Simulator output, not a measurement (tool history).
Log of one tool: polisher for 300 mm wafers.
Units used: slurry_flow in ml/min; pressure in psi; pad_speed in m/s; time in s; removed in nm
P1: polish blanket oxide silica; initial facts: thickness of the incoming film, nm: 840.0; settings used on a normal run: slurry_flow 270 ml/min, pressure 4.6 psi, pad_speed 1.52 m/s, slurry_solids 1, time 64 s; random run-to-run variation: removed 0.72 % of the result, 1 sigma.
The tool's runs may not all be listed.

run	hour	slurry_flow	pressure	pad_speed	slurry_solids	time	removed
1	6.8	270	4.6	1.52	1	64	342.66
2	11.4	270	2.6	2.22	1	64	263.7
3	17.6	270	4.6	1.52	1.25	64	381.54
4	24.8	270	4.6	0.68	1	64	183.09
5	32	380	6.1	1.52	1	64	468.62
6	37	160	4.6	1.52	1	64	318.94
7	43	270	4.6	1.52	1	64	345.99
8	48.6	270	4.6	1.52	0.5	64	238.27
# hour 50.9: slurry nozzle cleaned
9	54.9	270	4.6	1.52	1	64	341.69
10	59.9	270	4.6	1.52	1	64	341.65
11	65	270	4.6	1.52	1	64	345.6
12	72.2	370	4.6	1.12	1	64	277.49
13	76.6	270	7.2	1.52	1	64	535.6
14	81.4	270	4.6	1.52	1	38	203.07
15	86	400	4.6	1.52	1	64	359.91

Run 16 has not been measured yet. What should we expect?
16	89.2	270	4.6	2.42	1	64	?

removed: 490.64 nm
